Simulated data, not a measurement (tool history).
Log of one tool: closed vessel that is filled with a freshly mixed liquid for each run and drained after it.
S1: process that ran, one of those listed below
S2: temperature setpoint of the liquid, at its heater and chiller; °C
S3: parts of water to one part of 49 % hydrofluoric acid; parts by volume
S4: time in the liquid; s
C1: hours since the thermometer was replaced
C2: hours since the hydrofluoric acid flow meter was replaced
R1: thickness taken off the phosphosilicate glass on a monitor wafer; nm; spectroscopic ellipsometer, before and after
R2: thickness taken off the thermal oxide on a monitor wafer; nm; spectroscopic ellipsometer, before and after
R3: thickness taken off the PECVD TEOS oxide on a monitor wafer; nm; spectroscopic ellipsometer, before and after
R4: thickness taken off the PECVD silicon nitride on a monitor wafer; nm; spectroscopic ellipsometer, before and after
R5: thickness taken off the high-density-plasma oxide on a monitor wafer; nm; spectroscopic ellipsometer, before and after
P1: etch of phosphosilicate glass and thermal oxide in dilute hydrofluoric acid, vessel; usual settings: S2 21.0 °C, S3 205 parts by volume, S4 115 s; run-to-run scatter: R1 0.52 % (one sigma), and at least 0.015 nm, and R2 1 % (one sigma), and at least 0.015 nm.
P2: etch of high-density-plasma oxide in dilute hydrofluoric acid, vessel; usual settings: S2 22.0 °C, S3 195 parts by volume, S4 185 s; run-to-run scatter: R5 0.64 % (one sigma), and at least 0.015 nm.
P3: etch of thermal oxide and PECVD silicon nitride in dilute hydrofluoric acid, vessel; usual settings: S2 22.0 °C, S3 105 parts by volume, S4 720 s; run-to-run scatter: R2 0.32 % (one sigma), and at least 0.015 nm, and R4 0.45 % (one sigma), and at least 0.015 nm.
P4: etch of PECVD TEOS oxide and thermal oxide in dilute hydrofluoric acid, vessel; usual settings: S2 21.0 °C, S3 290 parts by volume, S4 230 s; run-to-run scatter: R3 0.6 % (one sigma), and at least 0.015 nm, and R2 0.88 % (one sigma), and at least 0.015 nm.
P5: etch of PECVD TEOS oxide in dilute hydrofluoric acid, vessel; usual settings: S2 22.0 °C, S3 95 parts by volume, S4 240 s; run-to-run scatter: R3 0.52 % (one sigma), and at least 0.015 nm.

run,hour,S1,S2,S3,S4,C1,C2,R1,R2,R3,R4,R5
1,8.6,P1,21.0,205,115,926.6,318.6,26.490,2.1669,,,
2,15.6,P1,21.0,205,115,933.6,325.6,26.360,2.2216,,,
3,20.8,P5,22.0,95,240,938.8,330.8,,,38.2680,,
4,27.8,P5,22.0,35,240,945.8,337.8,,,112.3300,,
5,36.1,P1,27.0,205,115,954.1,346.1,33.058,2.7301,,,
6,45.5,P1,25.0,205,190,963.5,355.5,50.879,4.1954,,,
7,50.0,P3,22.0,105,720,968.0,360.0,,31.2160,,11.5870,
8,58.5,P4,21.0,290,230,976.5,368.5,,2.8855,4.9573,,
9,67.4,P1,21.0,55,115,985.4,377.4,117.220,9.5153,,,
10,73.3,P3,22.0,25,720,991.3,383.3,,145.2300,,47.3440,
11,81.8,P1,17.0,105,115,999.8,391.8,48.561,4.0339,,,
12,87.2,P1,21.0,335,115,1005.2,397.2,14.436,1.2058,,,
13,93.5,P1,17.0,205,115,1011.5,403.5,22.953,1.8868,,,
14,99.1,P5,30.5,95,240,1017.1,409.1,,,53.2950,,
15,104.2,P2,30.5,195,185,1022.2,414.2,,,,,5.41500
16,110.1,P2,22.0,90,185,1028.1,420.1,,,,,9.74920
17,120.0,P2,22.0,195,30,1038.0,430.0,,,,,0.63127
18,128.4,P2,22.0,195,185,1046.4,438.4,,,,,3.99090
19,136.1,P1,21.0,205,115,1054.1,446.1,26.495,2.1770,,,
20,141.2,P3,17.0,105,720,1059.2,451.2,,25.3450,,8.2281,
21,146.6,P1,25.5,205,165,1064.6,456.6,44.957,3.6907,,,
22,157.0,P5,22.0,95,30,1075.0,467.0,,,4.8217,,
23,166.9,P1,21.0,205,210,1084.9,476.9,48.659,3.9952,,,

Forecast run 24:
24,175.4,P4,21.0,175,230,1093.4,485.4,,?,?,,

Run 24 gave R2 5.3317 nm, R3 9.2566 nm.
